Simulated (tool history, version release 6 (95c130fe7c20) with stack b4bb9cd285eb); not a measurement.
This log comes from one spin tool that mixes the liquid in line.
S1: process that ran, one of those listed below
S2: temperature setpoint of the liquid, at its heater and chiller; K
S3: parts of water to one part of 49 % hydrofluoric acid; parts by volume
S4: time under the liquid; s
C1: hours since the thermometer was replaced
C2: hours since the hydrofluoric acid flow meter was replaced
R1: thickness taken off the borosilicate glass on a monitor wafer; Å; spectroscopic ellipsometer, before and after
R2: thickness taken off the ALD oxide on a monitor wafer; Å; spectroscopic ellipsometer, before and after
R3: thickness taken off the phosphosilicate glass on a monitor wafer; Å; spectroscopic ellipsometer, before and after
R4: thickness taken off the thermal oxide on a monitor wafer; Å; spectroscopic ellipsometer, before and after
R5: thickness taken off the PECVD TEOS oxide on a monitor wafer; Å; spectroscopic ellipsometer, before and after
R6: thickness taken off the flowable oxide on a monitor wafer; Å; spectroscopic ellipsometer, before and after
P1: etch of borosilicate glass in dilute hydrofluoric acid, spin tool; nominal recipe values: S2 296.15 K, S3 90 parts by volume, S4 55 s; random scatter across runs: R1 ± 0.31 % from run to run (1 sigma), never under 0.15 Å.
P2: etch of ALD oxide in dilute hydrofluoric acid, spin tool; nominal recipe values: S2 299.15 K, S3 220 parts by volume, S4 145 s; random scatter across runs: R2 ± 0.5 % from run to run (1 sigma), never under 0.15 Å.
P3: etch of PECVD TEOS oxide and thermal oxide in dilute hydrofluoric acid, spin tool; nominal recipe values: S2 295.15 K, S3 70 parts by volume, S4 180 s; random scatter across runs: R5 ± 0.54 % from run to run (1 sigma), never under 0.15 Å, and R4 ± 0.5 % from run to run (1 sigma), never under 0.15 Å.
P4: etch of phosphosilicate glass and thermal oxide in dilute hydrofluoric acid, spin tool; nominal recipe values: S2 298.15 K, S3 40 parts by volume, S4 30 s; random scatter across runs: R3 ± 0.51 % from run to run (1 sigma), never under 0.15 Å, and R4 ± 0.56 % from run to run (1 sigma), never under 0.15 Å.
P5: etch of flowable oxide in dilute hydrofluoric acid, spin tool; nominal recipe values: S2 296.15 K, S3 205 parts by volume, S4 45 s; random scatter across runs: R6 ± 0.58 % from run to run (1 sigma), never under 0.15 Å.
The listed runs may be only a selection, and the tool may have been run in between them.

| run | hour | S1 | S2 | S3 | S4 | C1 | C2 | R1 | R2 | R3 | R4 | R5 | R6 |
|---|---|---|---|---|---|---|---|---|---|---|---|---|---|
| 1 | 5.6 | P1 | 296.15 | 90 | 55 | 945.6 | 403.3 | 252.24 |  |  |  |  |  |
| 2 | 9.4 | P1 | 290.15 | 90 | 55 | 949.4 | 407.1 | 196.74 |  |  |  |  |  |
| 3 | 16.2 | P2 | 299.15 | 395 | 145 | 956.2 | 413.9 |  | 80.687 |  |  |  |  |
| 4 | 21.7 | P4 | 298.15 | 40 | 60 | 961.7 | 419.4 |  |  | 2513.6 | 77.128 |  |  |
| 5 | 26.5 | P1 | 296.15 | 90 | 100 | 966.5 | 424.2 | 459.09 |  |  |  |  |  |
| 6 | 34.2 | P1 | 296.15 | 90 | 55 | 974.2 | 431.9 | 252.32 |  |  |  |  |  |
| 7 | 41.2 | P1 | 296.15 | 90 | 55 | 981.2 | 438.9 | 250.47 |  |  |  |  |  |
| 8 | 47.9 | P1 | 296.15 | 30 | 85 | 987.9 | 445.6 | 1264.7 |  |  |  |  |  |
| 9 | 54.4 | P1 | 296.15 | 90 | 55 | 994.4 | 452.1 | 250.58 |  |  |  |  |  |
| 10 | 61.1 | P4 | 303.15 | 40 | 30 | 1001.1 | 458.8 |  |  | 1530.3 | 47.197 |  |  |
| 11 | 66.1 | P3 | 295.15 | 70 | 180 | 1006.1 | 463.8 |  |  |  | 127.75 | 261.31 |  |
| 12 | 72.9 | P3 | 295.15 | 35 | 180 | 1012.9 | 470.6 |  |  |  | 264.24 | 544.39 |  |
| 13 | 76.8 | P1 | 296.15 | 90 | 55 | 1016.8 | 474.5 | 250.89 |  |  |  |  |  |
| 14 | 80.4 | P1 | 296.15 | 90 | 55 | 1020.4 | 478.1 | 252.4 |  |  |  |  |  |
| 15 | 84.7 | P1 | 296.15 | 90 | 55 | 1024.7 | 482.4 | 252.35 |  |  |  |  |  |
| 16 | 92.3 | P4 | 298.15 | 40 | 30 | 1032.3 | 490 |  |  | 1252.5 | 38.615 |  |  |
| 17 | 97.2 | P1 | 296.15 | 20 | 55 | 1037.2 | 494.9 | 1235.9 |  |  |  |  |  |
| 18 | 101.9 | P1 | 296.15 | 90 | 15 | 1041.9 | 499.6 | 68.525 |  |  |  |  |  |
| 19 | 109.3 | P4 | 298.15 | 70 | 30 | 1049.3 | 507 |  |  | 694.91 | 20.986 |  |  |
| 20 | 113.4 | P3 | 295.15 | 70 | 295 | 1053.4 | 511.1 |  |  |  | 207.99 | 425.15 |  |
| 21 | 117.7 | P2 | 292.65 | 220 | 145 | 1057.7 | 515.4 |  | 136.77 |  |  |  |  |
| 22 | 122.7 | P1 | 296.15 | 150 | 55 | 1062.7 | 520.4 | 141.44 |  |  |  |  |  |
| 23 | 127.6 | P3 | 301.65 | 70 | 180 | 1067.6 | 525.3 |  |  |  | 164.63 | 340.71 |  |
| 24 | 131.9 | P3 | 295.15 | 70 | 180 | 1071.9 | 529.6 |  |  |  | 126.31 | 263.4 |  |
| 25 | 136.7 | P5 | 296.15 | 205 | 45 | 1076.7 | 534.4 |  |  |  |  |  | 43.631 |
| 26 | 141.6 | P5 | 296.15 | 205 | 20 | 1081.6 | 539.3 |  |  |  |  |  | 19.316 |
| 27 | 148.2 | P5 | 290.65 | 205 | 45 | 1088.2 | 545.9 |  |  |  |  |  | 35.482 |
| 28 | 154.6 | P1 | 302.65 | 90 | 55 | 1094.6 | 552.3 | 325.71 |  |  |  |  |  |
| 29 | 162.3 | P2 | 299.15 | 220 | 145 | 1102.3 | 560 |  | 173.96 |  |  |  |  |
| 30 | 167.7 | P5 | 296.15 | 280 | 45 | 1107.7 | 565.4 |  |  |  |  |  | 29.818 |
| 31 | 172.2 | P2 | 299.15 | 220 | 270 | 1112.2 | 569.9 |  | 323.16 |  |  |  |  |
| 32 | 178.9 | P4 | 298.15 | 40 | 30 | 1118.9 | 576.6 |  |  | 1265 | 38.138 |  |  |
| 33 | 183.9 | P1 | 296.15 | 90 | 55 | 1123.9 | 581.6 | 251.32 |  |  |  |  |  |
| 34 | 191.5 | P1 | 296.15 | 90 | 55 | 1131.5 | 589.2 | 237.68 |  |  |  |  |  |
| 35 | 196.1 | P1 | 296.15 | 90 | 55 | 1136.1 | 593.8 | 233.74 |  |  |  |  |  |
| 36 | 201.7 | P1 | 296.15 | 90 | 55 | 1141.7 | 599.4 | 230.32 |  |  |  |  |  |
| 37 | 206.3 | P1 | 296.15 | 90 | 55 | 1146.3 | 604 | 230.27 |  |  |  |  |  |
| 38 | 211.5 | P1 | 296.15 | 90 | 55 | 1151.5 | 609.2 | 228.97 |  |  |  |  |  |
| 39 | 215.1 | P1 | 296.15 | 90 | 55 | 1155.1 | 612.8 | 229.91 |  |  |  |  |  |
| 40 | 219.3 | P1 | 296.15 | 90 | 55 | 1159.3 | 617 | 227.99 |  |  |  |  |  |

Compared with where it was, what P1 gives has crept away. Each cause listed below fits the log as well as the rest, at the size given for it:
A: hydrofluoric acid flow below the setpoint (%) = 8.25
B: liquid colder than its thermometer reads (K) = 2.36
Creep in the process output first set in at about hour 183.9.

Listed below are the offered check runs, one wafer per run, with question marks in place of results. For which of them would the causes give clearly different outcomes?
| check 1 | 223.5 | P2 | 299.15 | 385 | 270 |  |  |  | ? |  |  |  |  |
| check 2 | 223.5 | P4 | 298.15 | 70 | 30 |  |  |  |  | ? | ? |  |  |
| check 3 | 223.5 | P3 | 295.15 | 40 | 180 |  |  |  |  |  | ? | ? |  |
| check 4 | 223.5 | P5 | 293.15 | 205 | 25 |  |  |  |  |  |  |  | ? |

Expected result of each check under each candidate cause:
| check | result | if A | if B |
|---|---|---|---|
| check 1 | R2 | 138.49 | 144.28 |
| check 2 | R3 | 629.24 | 628.32 |
| check 2 | R4 | 19.297 | 19.269 |
| check 3 | R4 | 210.6 | 208.6 |
| check 3 | R5 | 435.12 | 430.97 |
| check 4 | R6 | 19.562 | 19.795 |
Smallest distance between any two causes, each pair judged by its most separating result, in per cent: check 1 4.1 %; check 2 0.15 %; check 3 0.96 %; check 4 1.19 %
Only in check 1 would the causes give clearly different results; in the remaining checks their results would be nearly the same.

After running check 1, the following was obtained: R2 144.57 Å. Which cause does this point to?

B is the cause: liquid colder than its thermometer reads (K).

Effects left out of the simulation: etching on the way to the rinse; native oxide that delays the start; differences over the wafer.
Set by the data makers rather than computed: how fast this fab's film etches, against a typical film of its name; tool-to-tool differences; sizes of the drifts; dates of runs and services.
